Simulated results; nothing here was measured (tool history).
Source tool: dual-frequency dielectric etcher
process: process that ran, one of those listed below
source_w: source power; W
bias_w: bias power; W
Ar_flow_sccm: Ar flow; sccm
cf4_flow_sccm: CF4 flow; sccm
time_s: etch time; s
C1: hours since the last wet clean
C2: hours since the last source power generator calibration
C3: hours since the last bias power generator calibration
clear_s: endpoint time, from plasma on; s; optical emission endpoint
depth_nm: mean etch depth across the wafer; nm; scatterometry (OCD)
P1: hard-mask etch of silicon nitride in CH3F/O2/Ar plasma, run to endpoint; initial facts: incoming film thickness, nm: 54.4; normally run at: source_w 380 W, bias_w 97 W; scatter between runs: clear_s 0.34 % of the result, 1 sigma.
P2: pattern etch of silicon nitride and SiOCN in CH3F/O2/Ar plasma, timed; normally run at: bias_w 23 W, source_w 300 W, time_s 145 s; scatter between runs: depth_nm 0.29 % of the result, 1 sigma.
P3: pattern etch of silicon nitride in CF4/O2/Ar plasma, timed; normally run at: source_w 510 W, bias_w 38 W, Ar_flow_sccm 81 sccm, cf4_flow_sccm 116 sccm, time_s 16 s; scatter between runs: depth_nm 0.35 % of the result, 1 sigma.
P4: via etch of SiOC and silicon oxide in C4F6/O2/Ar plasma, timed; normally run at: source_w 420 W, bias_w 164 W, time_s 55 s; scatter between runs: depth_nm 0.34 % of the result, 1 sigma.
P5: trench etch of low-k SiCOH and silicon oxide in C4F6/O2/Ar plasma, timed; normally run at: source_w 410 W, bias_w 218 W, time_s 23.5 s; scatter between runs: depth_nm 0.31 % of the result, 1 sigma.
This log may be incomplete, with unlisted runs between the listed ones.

Run 1, hour 7.4: process P1, source_w 380 W, bias_w 97 W; C1 140.5; C2 517.7; C3 1286.2. Result: clear_s 73.067 s.
Run 2, hour 15.6: process P3, source_w 320 W, bias_w 38 W, Ar_flow_sccm 81 sccm, cf4_flow_sccm 116 sccm, time_s 16 s; C1 148.7; C2 525.9; C3 1294.4. Result: depth_nm 19.228 nm.
Run 3, hour 29.9: process P5, source_w 410 W, bias_w 218 W, time_s 23.5 s; C1 163; C2 540.2; C3 1308.7. Result: depth_nm 79.916 nm.
Run 4, hour 43.8: process P2, source_w 300 W, bias_w 23 W, time_s 145 s; C1 176.9; C2 554.1; C3 1322.6. Result: depth_nm 17.61 nm.
Run 5, hour 54.8: process P1, source_w 470 W, bias_w 97 W; C1 187.9; C2 565.1; C3 1333.6. Result: clear_s 67.689 s.
Run 6, hour 63.2: process P1, source_w 290 W, bias_w 97 W; C1 196.3; C2 573.5; C3 1342. Result: clear_s 80.444 s.
Run 7, hour 78.3: process P2, source_w 300 W, bias_w 23 W, time_s 145 s; C1 211.4; C2 588.6; C3 1357.1. Result: depth_nm 17.481 nm.
Run 8, hour 89.7: process P1, source_w 380 W, bias_w 132 W; C1 222.8; C2 600; C3 1368.5. Result: clear_s 64.679 s.
Run 9, hour 103.5: process P2, source_w 300 W, bias_w 16 W, time_s 145 s; C1 236.6; C2 613.8; C3 1382.3. Result: depth_nm 14.992 nm.
Run 10, hour 114.9: process P5, source_w 260 W, bias_w 218 W, time_s 23.5 s; C1 248; C2 625.2; C3 1393.7. Result: depth_nm 67.422 nm.
Run 11, hour 125.2: process P4, source_w 420 W, bias_w 164 W, time_s 35 s; C1 258.3; C2 635.5; C3 1404. Result: depth_nm 38.913 nm.
Run 12, hour 136: process P3, source_w 510 W, bias_w 38 W, Ar_flow_sccm 81 sccm, cf4_flow_sccm 116 sccm, time_s 21 s; C1 269.1; C2 646.3; C3 1414.8. Result: depth_nm 38.416 nm.
Run 13, hour 150: process P5, source_w 410 W, bias_w 166 W, time_s 23.5 s; C1 283.1; C2 660.3; C3 1428.8. Result: depth_nm 73.304 nm.
Run 14, hour 157.4: process P2, source_w 410 W, bias_w 23 W, time_s 145 s; C1 290.5; C2 667.7; C3 1436.2. Result: depth_nm 19.556 nm.
Run 15, hour 170.8: process P3, source_w 510 W, bias_w 38 W, Ar_flow_sccm 81 sccm, cf4_flow_sccm 78 sccm, time_s 16 s; C1 303.9; C2 681.1; C3 1449.6. Result: depth_nm 27.801 nm.
Run 16, hour 179.4: process P3, source_w 510 W, bias_w 38 W, Ar_flow_sccm 81 sccm, cf4_flow_sccm 116 sccm, time_s 16 s; C1 312.5; C2 689.7; C3 1458.2. Result: depth_nm 29.098 nm.
Run 17, hour 190.8: process P4, source_w 420 W, bias_w 164 W, time_s 55 s; C1 323.9; C2 701.1; C3 1469.6. Result: depth_nm 61.001 nm.
Run 18, hour 200.1: process P2, source_w 300 W, bias_w 23 W, time_s 182 s; C1 333.2; C2 710.4; C3 1478.9. Result: depth_nm 22.052 nm.
Run 19, hour 211.6: process P4, source_w 420 W, bias_w 118 W, time_s 55 s; C1 344.7; C2 721.9; C3 1490.4. Result: depth_nm 55.682 nm.
Run 20, hour 223.6: process P1, source_w 380 W, bias_w 97 W; C1 356.7; C2 733.9; C3 1502.4. Result: clear_s 73.09 s.
Run 21, hour 231.5: process P5, source_w 410 W, bias_w 218 W, time_s 23.5 s; C1 364.6; C2 741.8; C3 1510.3. Result: depth_nm 79.592 nm.
Run 22, hour 246.5: process P4, source_w 420 W, bias_w 164 W, time_s 55 s; C1 379.6; C2 756.8; C3 1525.3. Result: depth_nm 61.387 nm.
Run 23, hour 256.4: process P1, source_w 380 W, bias_w 64 W; C1 389.5; C2 766.7; C3 1535.2. Result: clear_s 84.642 s.
Run 24, hour 269: process P1, source_w 520 W, bias_w 77 W; C1 402.1; C2 779.3; C3 1547.8. Result: clear_s 70.58 s.
Run 25, hour 279.8: process P1, source_w 380 W, bias_w 97 W; C1 412.9; C2 790.1; C3 1558.6. Result: clear_s 72.665 s.
Run 26, hour 292.4: process P1, source_w 380 W, bias_w 97 W; C1 425.5; C2 802.7; C3 1571.2. Result: clear_s 72.834 s.
Run 27, hour 302.1: process P3, source_w 510 W, bias_w 38 W, Ar_flow_sccm 110 sccm, cf4_flow_sccm 116 sccm, time_s 16 s; C1 435.2; C2 812.4; C3 1580.9. Result: depth_nm 28.046 nm.
Run 28, hour 316.8: process P4, source_w 310 W, bias_w 164 W, time_s 55 s; C1 449.9; C2 827.1; C3 1595.6. Result: depth_nm 54.393 nm.
Run 29, hour 324.3: process P3, source_w 510 W, bias_w 52 W, Ar_flow_sccm 81 sccm, cf4_flow_sccm 116 sccm, time_s 16 s; C1 457.4; C2 834.6; C3 1603.1. Result: depth_nm 32.569 nm.
Run 30, hour 333.4: process P5, source_w 410 W, bias_w 218 W, time_s 29.5 s; C1 466.5; C2 843.7; C3 1612.2. Result: depth_nm 100.41 nm.
Run 31, hour 343.4: process P1, source_w 380 W, bias_w 97 W; C1 476.5; C2 853.7; C3 1622.2. Result: clear_s 72.777 s.
Run 32, hour 357.1: process P1, source_w 380 W, bias_w 97 W; C1 490.2; C2 867.4; C3 1635.9. Result: clear_s 73.744 s.
Run 33, hour 363.8: process P1, source_w 380 W, bias_w 97 W; C1 496.9; C2 874.1; C3 1642.6. Result: clear_s 74.09 s.
Run 34, hour 374.8: process P1, source_w 380 W, bias_w 97 W; C1 507.9; C2 885.1; C3 1653.6. Result: clear_s 74.061 s.
Run 35, hour 382.9: process P1, source_w 380 W, bias_w 97 W; C1 516; C2 893.2; C3 1661.7. Result: clear_s 74.252 s.
At hour 390.1: wet clean of the chamber.
Run 36, hour 397.5: process P1, source_w 380 W, bias_w 97 W; C1 7.5; C2 907.8; C3 1676.3. Result: clear_s 73.711 s.
Run 37, hour 408.4: process P1, source_w 380 W, bias_w 97 W; C1 18.4; C2 918.7; C3 1687.2. Result: clear_s 74.295 s.

Compared with where it was, what P1 gives has crept away. Each cause listed below fits the log as well as the rest, at the size given for it:
A: source power that arrives under what is set, % = 4.47
B: bias power that arrives under what is set, % = 4.56
The drift started at roughly hour 343.4.
Excluded causes, each with its reason:
chamber walls in a state that lowers the etch rate, %: work on it at hour 390.1, done after the drift set in, did not restore what the process gave before

The 4 check runs listed below each average the results of 2 wafers, and their outcomes are marked with question marks. Under which run would the listed causes produce clearly different results?
Run check 1, hour 419.3: process P5, source_w 410 W, bias_w 218 W, time_s 28 s. Result: depth_nm ?.
Run check 2, hour 419.3: process P3, source_w 370 W, bias_w 38 W, Ar_flow_sccm 81 sccm, cf4_flow_sccm 116 sccm, time_s 16 s. Result: depth_nm ?.
Run check 3, hour 419.3: process P2, source_w 300 W, bias_w 18 W, time_s 145 s. Result: depth_nm ?.
Run check 4, hour 419.3: process P4, source_w 330 W, bias_w 164 W, time_s 55 s. Result: depth_nm ?.

Outcome of each check run for each possible cause:
  check    result    if A    if B
check 1  depth_nm  93.593  93.815
check 2  depth_nm  21.179  21.699
check 3  depth_nm  15.494  15.429
check 4  depth_nm  54.799  54.957
Separation of the two closest causes in each check, using whichever result separates them best: check 1 0.24 %; check 2 2.43 %; check 3 0.42 %; check 4 0.29 %
Check 2 is the one run that separates the causes; every other check would come out nearly the same whichever cause is at work.

The results of check 2 are: depth_nm 21.61 nm. Based on these, which of the listed causes is it?

The correct cause is B, namely: bias power that arrives under what is set, %.
